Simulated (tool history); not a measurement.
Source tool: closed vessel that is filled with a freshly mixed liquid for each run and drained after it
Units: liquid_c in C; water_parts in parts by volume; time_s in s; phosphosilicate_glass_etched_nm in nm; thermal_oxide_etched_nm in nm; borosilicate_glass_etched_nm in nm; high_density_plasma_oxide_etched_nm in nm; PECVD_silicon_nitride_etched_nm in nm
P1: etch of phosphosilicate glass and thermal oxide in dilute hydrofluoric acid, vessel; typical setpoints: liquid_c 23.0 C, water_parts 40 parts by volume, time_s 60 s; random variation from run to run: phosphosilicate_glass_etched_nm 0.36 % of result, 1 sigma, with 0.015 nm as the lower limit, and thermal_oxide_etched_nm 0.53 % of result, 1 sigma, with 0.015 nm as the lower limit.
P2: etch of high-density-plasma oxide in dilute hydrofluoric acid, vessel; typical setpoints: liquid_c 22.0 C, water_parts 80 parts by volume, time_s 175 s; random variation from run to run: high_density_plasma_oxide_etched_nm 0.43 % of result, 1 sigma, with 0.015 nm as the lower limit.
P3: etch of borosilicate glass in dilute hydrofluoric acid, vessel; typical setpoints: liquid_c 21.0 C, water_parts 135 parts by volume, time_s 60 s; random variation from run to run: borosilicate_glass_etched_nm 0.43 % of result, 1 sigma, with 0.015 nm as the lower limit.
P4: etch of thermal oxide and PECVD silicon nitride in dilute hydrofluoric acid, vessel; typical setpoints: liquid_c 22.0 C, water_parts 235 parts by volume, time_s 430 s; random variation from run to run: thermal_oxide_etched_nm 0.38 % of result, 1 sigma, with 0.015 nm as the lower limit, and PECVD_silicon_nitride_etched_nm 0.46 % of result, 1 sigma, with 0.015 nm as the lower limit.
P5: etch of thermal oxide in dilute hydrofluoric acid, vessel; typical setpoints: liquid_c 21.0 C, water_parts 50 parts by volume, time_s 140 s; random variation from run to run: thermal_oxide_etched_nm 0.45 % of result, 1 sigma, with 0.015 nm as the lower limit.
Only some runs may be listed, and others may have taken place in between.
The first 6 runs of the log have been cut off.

run	day	process	liquid_c	water_parts	time_s	hours since the thermometer was replaced	hours since the hydrofluoric acid flow meter was replaced	phosphosilicate_glass_etched_nm	thermal_oxide_etched_nm	borosilicate_glass_etched_nm	high_density_plasma_oxide_etched_nm	PECVD_silicon_nitride_etched_nm
7	0.954	P2	17.0	80	175	957.3	1456.9				9.6254	
8	1.088	P1	17.0	40	60	960.5	1460.1	103.170	5.1134			
9	1.250	P1	27.5	40	35	964.4	1464.0	92.793	4.6483			
10	1.358	P1	23.0	40	60	967.0	1466.6	132.550	6.6306			
11	1.488	P1	23.0	60	60	970.1	1469.7	86.103	4.2993			
12	1.567	P5	21.0	50	140	972.0	1471.6		12.3860			
13	1.746	P3	17.0	135	60	976.3	1475.9			7.6434		
14	1.900	P4	22.0	60	430	980.0	1479.6		32.4410			31.0790
15	2.046	P4	22.0	235	430	983.5	1483.1		6.8496			8.1268
16	2.204	P3	21.0	55	60	987.3	1486.9			24.1170		
17	2.321	P1	23.0	40	30	990.1	1489.7	65.928	3.3192			
18	2.450	P1	23.0	20	30	993.2	1492.8	136.500	6.8325			
19	2.608	P5	17.0	50	140	997.0	1496.6		10.5360			
20	2.788	P2	22.0	25	175	1001.3	1500.9				40.7060	
21	2.971	P4	27.0	235	430	1005.7	1505.3		8.1719			11.1380
22	3.075	P1	23.0	40	60	1008.2	1507.8	133.670	6.6578			
23	3.188	P1	23.0	40	60	1010.9	1510.5	132.650	6.6100			
24	3.283	P2	22.0	80	175	1013.2	1512.8				11.9500	
25	3.425	P5	21.0	30	140	1016.6	1516.2		21.2370			
26	3.612	P3	21.0	135	115	1021.1	1520.7			17.1340		
27	3.733	P1	30.5	40	60	1024.0	1523.6	180.220	9.0150			
28	3.904	P5	21.0	50	30	1028.1	1527.7		2.6249			

Run 29 comes next. What will it give?
29	4.054	P1	23.0	25	60	1031.7	1531.3	?	?			

phosphosilicate_glass_etched_nm: 215.390 nm
thermal_oxide_etched_nm: 10.7830 nm
